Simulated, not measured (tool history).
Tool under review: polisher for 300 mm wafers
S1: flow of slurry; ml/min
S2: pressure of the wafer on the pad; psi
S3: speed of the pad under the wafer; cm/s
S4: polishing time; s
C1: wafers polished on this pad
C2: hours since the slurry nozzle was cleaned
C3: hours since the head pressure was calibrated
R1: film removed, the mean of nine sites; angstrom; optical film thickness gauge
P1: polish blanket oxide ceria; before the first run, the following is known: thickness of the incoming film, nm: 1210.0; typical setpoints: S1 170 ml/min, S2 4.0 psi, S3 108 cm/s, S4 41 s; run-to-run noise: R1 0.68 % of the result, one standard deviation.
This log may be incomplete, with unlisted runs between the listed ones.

| run | hour | S1 | S2 | S3 | S4 | C1 | C2 | C3 | R1 |
|---|---|---|---|---|---|---|---|---|---|
| 1 | 15.8 | 170 | 4.0 | 108 | 41 | 425 | 426.4 | 672.9 | 2108.8 |
| 2 | 31.1 | 170 | 6.2 | 108 | 41 | 536 | 441.7 | 688.2 | 3249.1 |
| 3 | 46.8 | 170 | 5.8 | 108 | 21 | 649 | 457.4 | 703.9 | 1573.1 |
|  | 48.5 | head pressure recalibrated |
| 4 | 53.9 | 170 | 4.0 | 52 | 41 | 701 | 464.5 | 5.5 | 1028.9 |
| 5 | 68.4 | 170 | 4.0 | 108 | 59 | 806 | 479.0 | 20.0 | 3051.7 |
| 6 | 80.7 | 260 | 4.0 | 108 | 41 | 895 | 491.3 | 32.3 | 2254.2 |
| 7 | 92.5 | 170 | 2.3 | 108 | 41 | 980 | 503.1 | 44.1 | 1205.2 |
| 8 | 101.0 | 100 | 4.0 | 108 | 41 | 1042 | 511.6 | 52.6 | 1905.0 |
| 9 | 108.7 | 220 | 2.8 | 108 | 41 | 1098 | 519.3 | 60.3 | 1524.6 |
| 10 | 115.8 | 170 | 4.0 | 148 | 41 | 1149 | 526.4 | 67.4 | 2896.0 |
| 11 | 126.3 | 170 | 4.0 | 108 | 29 | 1225 | 536.9 | 77.9 | 1498.3 |
| 12 | 134.6 | 170 | 4.0 | 108 | 41 | 1285 | 545.2 | 86.2 | 2103.5 |
| 13 | 148.5 | 170 | 4.0 | 108 | 41 | 1386 | 559.1 | 100.1 | 2136.8 |
| 14 | 163.8 | 170 | 4.0 | 108 | 41 | 1497 | 574.4 | 115.4 | 2133.7 |
| 15 | 173.1 | 170 | 4.0 | 108 | 41 | 1564 | 583.7 | 124.7 | 2071.6 |
| 16 | 182.8 | 170 | 4.0 | 108 | 41 | 1634 | 593.4 | 134.4 | 2058.9 |
| 17 | 192.2 | 170 | 4.0 | 108 | 41 | 1702 | 602.8 | 143.8 | 2025.2 |
| 18 | 205.4 | 170 | 4.0 | 108 | 41 | 1798 | 616.0 | 157.0 | 2013.3 |

Run 19, settings as shown, results not yet in. Your forecast:
| 19 | 220.8 | 170 | 4.0 | 108 | 41 | 1909 | 631.4 | 172.4 | ? |

Run 19 measured R1 1968.8 angstrom.
